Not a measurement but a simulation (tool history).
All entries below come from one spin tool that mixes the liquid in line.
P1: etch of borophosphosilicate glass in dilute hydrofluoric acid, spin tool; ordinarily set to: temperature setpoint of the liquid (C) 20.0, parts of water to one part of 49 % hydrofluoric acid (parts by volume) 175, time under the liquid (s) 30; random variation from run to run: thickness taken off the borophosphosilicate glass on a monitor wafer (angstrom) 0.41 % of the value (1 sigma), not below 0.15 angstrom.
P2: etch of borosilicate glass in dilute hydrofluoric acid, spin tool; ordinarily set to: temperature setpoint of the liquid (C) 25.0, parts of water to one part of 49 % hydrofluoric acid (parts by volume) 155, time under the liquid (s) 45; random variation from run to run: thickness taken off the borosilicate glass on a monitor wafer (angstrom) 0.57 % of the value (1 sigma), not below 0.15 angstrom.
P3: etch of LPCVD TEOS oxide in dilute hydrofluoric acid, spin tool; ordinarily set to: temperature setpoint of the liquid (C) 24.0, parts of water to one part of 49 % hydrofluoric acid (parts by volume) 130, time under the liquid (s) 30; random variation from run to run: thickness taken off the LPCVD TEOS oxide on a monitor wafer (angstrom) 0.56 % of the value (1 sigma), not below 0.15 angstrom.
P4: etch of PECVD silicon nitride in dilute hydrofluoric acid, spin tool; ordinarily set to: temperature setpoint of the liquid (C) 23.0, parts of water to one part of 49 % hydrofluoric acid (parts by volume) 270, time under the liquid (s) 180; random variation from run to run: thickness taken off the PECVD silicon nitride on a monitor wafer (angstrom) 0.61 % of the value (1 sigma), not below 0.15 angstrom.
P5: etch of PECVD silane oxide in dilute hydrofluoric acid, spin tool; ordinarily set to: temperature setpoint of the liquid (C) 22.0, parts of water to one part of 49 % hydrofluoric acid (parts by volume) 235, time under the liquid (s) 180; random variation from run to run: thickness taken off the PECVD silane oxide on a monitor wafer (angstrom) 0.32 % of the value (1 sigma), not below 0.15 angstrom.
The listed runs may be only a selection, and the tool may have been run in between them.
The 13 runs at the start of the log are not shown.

run,hour,process that ran,temperature setpoint of the liquid (C),parts of water to one part of 49 % hydrofluoric acid (parts by volume),time under the liquid (s),thickness taken off the borophosphosilicate glass on a monitor wafer (angstrom),thickness taken off the borosilicate glass on a monitor wafer (angstrom),thickness taken off the PECVD silicon nitride on a monitor wafer (angstrom),thickness taken off the PECVD silane oxide on a monitor wafer (angstrom),thickness taken off the LPCVD TEOS oxide on a monitor wafer (angstrom)
14,102.8,P4,23.0,270,100,,,21.053,,
15,107.9,P1,20.0,175,60,110.620,,,,
16,115.7,P4,17.0,270,180,,,25.419,,
17,123.4,P1,24.5,175,30,64.765,,,,
18,129.1,P1,20.0,175,30,54.841,,,,
19,134.8,P3,24.0,45,30,,,,,330.980
20,141.0,P2,25.0,155,45,,72.212,,,
21,149.2,P3,28.5,130,30,,,,,122.270
22,156.5,P3,24.0,130,15,,,,,51.529
23,161.6,P1,20.0,175,30,54.745,,,,
24,170.7,P2,20.0,155,45,,59.931,,,
25,175.5,P5,22.0,235,180,,,,97.908,
26,184.4,P5,22.0,235,310,,,,169.210,
27,192.5,P5,22.0,325,180,,,,64.956,
28,198.2,P1,20.0,175,30,54.601,,,,
29,206.3,P2,25.0,155,80,,130.160,,,
30,216.0,P3,24.0,130,30,,,,,103.650
31,221.7,P1,20.0,175,30,55.202,,,,

Run 32, settings as shown, results not yet in. Your forecast:
32,228.8,P1,20.0,175,30,?,,,,

{"run 32": {"thickness taken off the borophosphosilicate glass on a monitor wafer (angstrom)": 55.953}}
